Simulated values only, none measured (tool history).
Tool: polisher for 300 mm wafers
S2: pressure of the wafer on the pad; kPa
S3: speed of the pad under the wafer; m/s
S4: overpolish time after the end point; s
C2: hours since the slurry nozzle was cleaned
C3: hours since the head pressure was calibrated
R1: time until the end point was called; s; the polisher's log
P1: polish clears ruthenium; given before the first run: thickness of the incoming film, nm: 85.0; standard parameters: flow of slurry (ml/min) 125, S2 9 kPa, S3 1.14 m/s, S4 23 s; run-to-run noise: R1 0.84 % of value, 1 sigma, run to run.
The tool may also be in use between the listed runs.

{"run": 1, "hour": 17.7, "flow of slurry (ml/min)": 125, "S2": 9, "S3": 1.14, "S4": 23, "wafers polished on this pad": 425, "C2": 355.6, "C3": 228.7, "R1": 102.1}
{"run": 2, "hour": 35.2, "flow of slurry (ml/min)": 195, "S2": 9, "S3": 1.14, "S4": 23, "wafers polished on this pad": 571, "C2": 373.1, "C3": 246.2, "R1": 94.318}
{"run": 3, "hour": 45.8, "flow of slurry (ml/min)": 125, "S2": 9, "S3": 0.6, "S4": 23, "wafers polished on this pad": 659, "C2": 383.7, "C3": 256.8, "R1": 192.86}
{"run": 4, "hour": 62.7, "flow of slurry (ml/min)": 125, "S2": 9, "S3": 1.14, "S4": 23, "wafers polished on this pad": 800, "C2": 400.6, "C3": 273.7, "R1": 102.82}
{"run": 5, "hour": 73.4, "flow of slurry (ml/min)": 125, "S2": 9, "S3": 1.14, "S4": 44, "wafers polished on this pad": 889, "C2": 411.3, "C3": 284.4, "R1": 99.945}
{"run": 6, "hour": 83.7, "flow of slurry (ml/min)": 125, "S2": 9, "S3": 1.72, "S4": 23, "wafers polished on this pad": 975, "C2": 421.6, "C3": 294.7, "R1": 67.135}
{"run": 7, "hour": 99.2, "flow of slurry (ml/min)": 125, "S2": 6.2, "S3": 1.14, "S4": 42, "wafers polished on this pad": 1104, "C2": 437.1, "C3": 310.2, "R1": 145.94}
{"run": 8, "hour": 116.6, "flow of slurry (ml/min)": 125, "S2": 9, "S3": 1.14, "S4": 23, "wafers polished on this pad": 1249, "C2": 454.5, "C3": 327.6, "R1": 101.79}
{"hour": 119.9, "done": "slurry nozzle cleaned"}
{"run": 9, "hour": 126.9, "flow of slurry (ml/min)": 170, "S2": 9, "S3": 1.56, "S4": 23, "wafers polished on this pad": 1335, "C2": 7.1, "C3": 337.9, "R1": 70.112}
{"run": 10, "hour": 143.3, "flow of slurry (ml/min)": 125, "S2": 14.5, "S3": 1.14, "S4": 23, "wafers polished on this pad": 1471, "C2": 23.5, "C3": 354.3, "R1": 63.341}
{"run": 11, "hour": 151.6, "flow of slurry (ml/min)": 125, "S2": 4.1, "S3": 1.14, "S4": 23, "wafers polished on this pad": 1540, "C2": 31.8, "C3": 362.6, "R1": 220.39}
{"run": 12, "hour": 161.9, "flow of slurry (ml/min)": 125, "S2": 9, "S3": 1.14, "S4": 23, "wafers polished on this pad": 1626, "C2": 42.1, "C3": 372.9, "R1": 101.16}
{"run": 13, "hour": 174.7, "flow of slurry (ml/min)": 75, "S2": 9, "S3": 1.14, "S4": 23, "wafers polished on this pad": 1733, "C2": 54.9, "C3": 385.7, "R1": 115.97}
{"run": 14, "hour": 189.7, "flow of slurry (ml/min)": 125, "S2": 9, "S3": 1.14, "S4": 8, "wafers polished on this pad": 1858, "C2": 69.9, "C3": 400.7, "R1": 102.46}
{"run": 15, "hour": 203.3, "flow of slurry (ml/min)": 125, "S2": 4.8, "S3": 1.66, "S4": 23, "wafers polished on this pad": 1971, "C2": 83.5, "C3": 414.3, "R1": 130.38}
{"run": 16, "hour": 221.3, "flow of slurry (ml/min)": 125, "S2": 9, "S3": 1.14, "S4": 23, "wafers polished on this pad": 2121, "C2": 101.5, "C3": 432.3, "R1": 101.72}
{"run": 17, "hour": 236.1, "flow of slurry (ml/min)": 125, "S2": 9, "S3": 1.14, "S4": 23, "wafers polished on this pad": 2244, "C2": 116.3, "C3": 447.1, "R1": 101.39}
{"run": 18, "hour": 253.8, "flow of slurry (ml/min)": 125, "S2": 9, "S3": 1.14, "S4": 23, "wafers polished on this pad": 2392, "C2": 134, "C3": 464.8, "R1": 105.63}
{"run": 19, "hour": 270.1, "flow of slurry (ml/min)": 125, "S2": 9, "S3": 1.14, "S4": 23, "wafers polished on this pad": 2527, "C2": 150.3, "C3": 481.1, "R1": 105.29}
{"run": 20, "hour": 278.3, "flow of slurry (ml/min)": 125, "S2": 9, "S3": 1.14, "S4": 23, "wafers polished on this pad": 2596, "C2": 158.5, "C3": 489.3, "R1": 107.39}
{"hour": 286.3, "done": "head pressure recalibrated"}
{"run": 21, "hour": 291.3, "flow of slurry (ml/min)": 125, "S2": 9, "S3": 1.14, "S4": 23, "wafers polished on this pad": 2704, "C2": 171.5, "C3": 5, "R1": 106.51}
{"run": 22, "hour": 301.2, "flow of slurry (ml/min)": 125, "S2": 9, "S3": 1.14, "S4": 23, "wafers polished on this pad": 2786, "C2": 181.4, "C3": 14.9, "R1": 107.62}
{"run": 23, "hour": 318.7, "flow of slurry (ml/min)": 125, "S2": 9, "S3": 1.14, "S4": 23, "wafers polished on this pad": 2932, "C2": 198.9, "C3": 32.4, "R1": 109.29}

Run 24 comes next. What will it give?
{"run": 24, "hour": 327.1, "flow of slurry (ml/min)": 125, "S2": 9, "S3": 1.14, "S4": 23, "wafers polished on this pad": 3002, "C2": 207.3, "C3": 40.8, "R1": "?"}

R1: 108.14 s

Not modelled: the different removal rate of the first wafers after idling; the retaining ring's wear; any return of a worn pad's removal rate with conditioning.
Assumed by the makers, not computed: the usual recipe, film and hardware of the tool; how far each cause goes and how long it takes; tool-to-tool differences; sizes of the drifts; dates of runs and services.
